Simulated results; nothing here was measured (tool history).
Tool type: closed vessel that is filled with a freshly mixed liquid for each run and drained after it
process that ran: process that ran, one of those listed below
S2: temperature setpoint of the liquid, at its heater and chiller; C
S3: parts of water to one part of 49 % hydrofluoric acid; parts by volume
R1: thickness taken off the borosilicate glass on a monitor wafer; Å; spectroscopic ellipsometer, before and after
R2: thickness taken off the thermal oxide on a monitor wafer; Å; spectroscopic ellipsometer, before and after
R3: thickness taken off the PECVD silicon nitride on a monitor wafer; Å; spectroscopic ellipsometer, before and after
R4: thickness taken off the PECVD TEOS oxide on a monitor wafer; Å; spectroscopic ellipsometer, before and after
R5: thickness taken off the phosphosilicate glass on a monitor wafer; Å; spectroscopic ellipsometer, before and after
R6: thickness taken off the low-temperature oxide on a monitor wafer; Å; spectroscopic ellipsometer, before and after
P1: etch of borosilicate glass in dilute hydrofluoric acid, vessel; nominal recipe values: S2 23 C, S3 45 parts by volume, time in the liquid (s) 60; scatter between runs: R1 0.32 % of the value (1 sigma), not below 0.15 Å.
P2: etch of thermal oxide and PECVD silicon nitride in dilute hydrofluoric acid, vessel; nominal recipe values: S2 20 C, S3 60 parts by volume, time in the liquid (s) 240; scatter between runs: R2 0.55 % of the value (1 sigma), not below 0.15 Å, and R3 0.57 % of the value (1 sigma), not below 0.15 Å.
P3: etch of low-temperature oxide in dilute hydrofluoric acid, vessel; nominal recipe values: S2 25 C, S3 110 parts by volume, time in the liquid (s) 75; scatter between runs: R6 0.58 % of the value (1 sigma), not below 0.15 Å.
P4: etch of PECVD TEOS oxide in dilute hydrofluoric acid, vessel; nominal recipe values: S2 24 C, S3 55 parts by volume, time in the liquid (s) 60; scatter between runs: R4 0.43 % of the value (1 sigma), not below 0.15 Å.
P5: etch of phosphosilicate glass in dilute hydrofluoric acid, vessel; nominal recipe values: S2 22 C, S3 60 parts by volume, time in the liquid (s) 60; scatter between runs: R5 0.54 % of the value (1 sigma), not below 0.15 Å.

Run 1, day 0.662: process that ran P1, S2 23 C, S3 45 parts by volume, time in the liquid (s) 60. Result: R1 385.6 Å.
Run 2, day 1.071: process that ran P1, S2 23 C, S3 20 parts by volume, time in the liquid (s) 110. Result: R1 1649.6 Å.
Run 3, day 1.517: process that ran P1, S2 31 C, S3 45 parts by volume, time in the liquid (s) 60. Result: R1 529.66 Å.
Run 4, day 2.125: process that ran P2, S2 20 C, S3 60 parts by volume, time in the liquid (s) 240. Result: R2 159.88 Å, R3 93.083 Å.
Run 5, day 2.788: process that ran P4, S2 28 C, S3 55 parts by volume, time in the liquid (s) 60. Result: R4 143.18 Å.
Run 6, day 3.283: process that ran P2, S2 20 C, S3 60 parts by volume, time in the liquid (s) 240. Result: R2 159.66 Å, R3 91.962 Å.
Run 7, day 4.012: process that ran P5, S2 22 C, S3 60 parts by volume, time in the liquid (s) 60. Result: R5 840.13 Å.
Run 8, day 4.746: process that ran P4, S2 24 C, S3 80 parts by volume, time in the liquid (s) 60. Result: R4 80.312 Å.
Run 9, day 5.442: process that ran P1, S2 17 C, S3 45 parts by volume, time in the liquid (s) 30. Result: R1 149.85 Å.
Run 10, day 6.058: process that ran P5, S2 22 C, S3 60 parts by volume, time in the liquid (s) 30. Result: R5 415.47 Å.
Run 11, day 6.675: process that ran P2, S2 20 C, S3 100 parts by volume, time in the liquid (s) 240. Result: R2 91.446 Å, R3 56.576 Å.
Run 12, day 7.092: process that ran P1, S2 23 C, S3 30 parts by volume, time in the liquid (s) 60. Result: R1 589.08 Å.
Run 13, day 7.696: process that ran P4, S2 24 C, S3 55 parts by volume, time in the liquid (s) 60. Result: R4 120.69 Å.
Run 14, day 8.417: process that ran P2, S2 20 C, S3 60 parts by volume, time in the liquid (s) 30. Result: R2 20.361 Å, R3 11.632 Å.
Run 15, day 9.092: process that ran P3, S2 18.5 C, S3 110 parts by volume, time in the liquid (s) 75. Result: R6 149.34 Å.
Run 16, day 9.717: process that ran P1, S2 23 C, S3 45 parts by volume, time in the liquid (s) 30. Result: R1 192.26 Å.
Run 17, day 10.354: process that ran P1, S2 23 C, S3 45 parts by volume, time in the liquid (s) 60. Result: R1 383.57 Å.
Run 18, day 10.988: process that ran P1, S2 23 C, S3 45 parts by volume, time in the liquid (s) 105. Result: R1 674.38 Å.
Run 19, day 11.412: process that ran P1, S2 23 C, S3 45 parts by volume, time in the liquid (s) 60. Result: R1 383.95 Å.
Run 20, day 11.808: process that ran P3, S2 25 C, S3 110 parts by volume, time in the liquid (s) 30. Result: R6 76.733 Å.

Run 21 comes next. What will it give?
Run 21, day 12.254: process that ran P3, S2 25 C, S3 200 parts by volume, time in the liquid (s) 75. Result: R6 ?.

{"run 21": {"R6": 96.87}}

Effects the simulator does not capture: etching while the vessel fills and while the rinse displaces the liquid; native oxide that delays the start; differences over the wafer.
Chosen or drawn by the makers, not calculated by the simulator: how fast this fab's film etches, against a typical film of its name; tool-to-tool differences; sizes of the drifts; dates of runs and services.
